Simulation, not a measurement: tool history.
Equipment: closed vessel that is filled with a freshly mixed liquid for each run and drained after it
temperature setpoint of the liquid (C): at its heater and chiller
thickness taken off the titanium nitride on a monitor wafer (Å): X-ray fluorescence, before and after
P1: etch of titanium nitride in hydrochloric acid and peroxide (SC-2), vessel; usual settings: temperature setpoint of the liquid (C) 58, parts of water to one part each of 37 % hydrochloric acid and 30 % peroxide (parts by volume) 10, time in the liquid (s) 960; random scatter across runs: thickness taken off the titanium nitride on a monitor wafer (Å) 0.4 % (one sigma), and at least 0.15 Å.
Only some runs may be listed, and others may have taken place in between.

run   hour  temperature setpoint of the liquid (C)  parts of water to one part each of 37 % hydrochloric acid and 30 % peroxide (parts by volume)  time in the liquid (s)  hours since the thermometer was replaced  hours since the chemicals flow meter was replaced  hours since the drum of peroxide was connected  thickness taken off the titanium nitride on a monitor wafer (Å)
  1   12.1                                      58                                                                                             10                     960                                     942.6                                                233                                           524.5                                                           448.03
  2   21.6                                      72                                                                                             10                     960                                     952.1                                              242.5                                             534                                                           1044.1
  3   34.8                                      58                                                                                             10                    1615                                     965.3                                              255.7                                           547.2                                                           751.59
      42.6  -- chemicals flow meter replaced
  4   50.5                                      58                                                                                              4                     460                                       981                                                7.9                                           562.9                                                           426.96
  5   58.5                                      58                                                                                             10                     960                                       989                                               15.9                                           570.9                                                           447.81
      66.8  -- thermometer replaced
  6   70.3                                      58                                                                                             10                     960                                       3.6                                               27.7                                           582.7                                                           446.52
  7   84.2                                      58                                                                                             10                     960                                      17.5                                               41.6                                           596.6                                                           443.94
  8  101.2                                      58                                                                                              5                    1455                                      34.5                                               58.6                                           613.6                                                           1166.1
  9  110.3                                      58                                                                                             10                      30                                      43.6                                               67.7                                           622.7                                                           14.113
 10  124.7                                      58                                                                                             16                     960                                        58                                               82.1                                           637.1                                                           298.19
 11  140.8                                      58                                                                                             10                     960                                      74.1                                               98.2                                           653.2                                                           448.59
 12  153.6                                      58                                                                                             10                     960                                      86.9                                                111                                             666                                                           446.65
     163.6  -- new drum of peroxide connected
 13  165.6                                      58                                                                                             10                     960                                      98.9                                                123                                               2                                                           448.32
 14  180.9                                      50                                                                                             10                     960                                     114.2                                              138.3                                            17.3                                                           267.11

What does the tool deliver on the next run?
 15  193.8                                      58                                                                                              4                     960                                     127.1                                              151.2                                            30.2                                                                ?

thickness taken off the titanium nitride on a monitor wafer (Å): 889.9
